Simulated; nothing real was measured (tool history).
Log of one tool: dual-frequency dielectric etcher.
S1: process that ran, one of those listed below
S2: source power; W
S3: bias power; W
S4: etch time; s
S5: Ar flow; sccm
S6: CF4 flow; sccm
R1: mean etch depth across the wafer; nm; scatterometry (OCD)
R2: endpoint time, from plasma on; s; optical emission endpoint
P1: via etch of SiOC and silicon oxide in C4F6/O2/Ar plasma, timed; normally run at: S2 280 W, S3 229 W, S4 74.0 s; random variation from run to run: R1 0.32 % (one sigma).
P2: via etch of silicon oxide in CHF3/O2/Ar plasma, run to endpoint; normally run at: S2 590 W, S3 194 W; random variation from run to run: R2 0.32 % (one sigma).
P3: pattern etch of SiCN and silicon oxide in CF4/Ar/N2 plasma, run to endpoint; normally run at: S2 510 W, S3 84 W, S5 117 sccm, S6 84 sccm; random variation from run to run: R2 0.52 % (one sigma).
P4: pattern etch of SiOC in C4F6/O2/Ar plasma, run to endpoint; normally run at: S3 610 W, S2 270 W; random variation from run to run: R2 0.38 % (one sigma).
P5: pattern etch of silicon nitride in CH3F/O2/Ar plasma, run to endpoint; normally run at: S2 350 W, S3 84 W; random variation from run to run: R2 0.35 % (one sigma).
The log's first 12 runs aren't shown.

| run | hour | S1 | S2 | S3 | S4 | S5 | S6 | R1 | R2 |
|---|---|---|---|---|---|---|---|---|---|
| 13 | 131.4 | P4 | 270 | 483 |  |  |  |  | 16.3790 |
| 14 | 142.4 | P1 | 280 | 229 | 40.5 |  |  | 43.051 |  |
| 15 | 154.9 | P1 | 280 | 229 | 74.0 |  |  | 79.181 |  |
| 16 | 167.8 | P4 | 170 | 610 |  |  |  |  | 17.7340 |
| 17 | 174.6 | P5 | 350 | 53 |  |  |  |  | 102.1800 |
| 18 | 189.5 | P4 | 270 | 610 |  |  |  |  | 15.0500 |
| 19 | 202.8 | P1 | 200 | 174 | 74.0 |  |  | 62.667 |  |
| 20 | 210.5 | P3 | 510 | 108 |  | 117 | 84 |  | 7.7610 |
| 21 | 217.3 | P3 | 510 | 84 |  | 117 | 102 |  | 8.2491 |
| 22 | 230.8 | P2 | 750 | 194 |  |  |  |  | 328.5500 |
| 23 | 245.8 | P2 | 590 | 194 |  |  |  |  | 360.1100 |

Run 24 comes next. What will it give?
| 24 | 257.3 | P1 | 220 | 163 | 74.0 |  |  | ? |  |

{"run 24": {"R1": 63.857}}
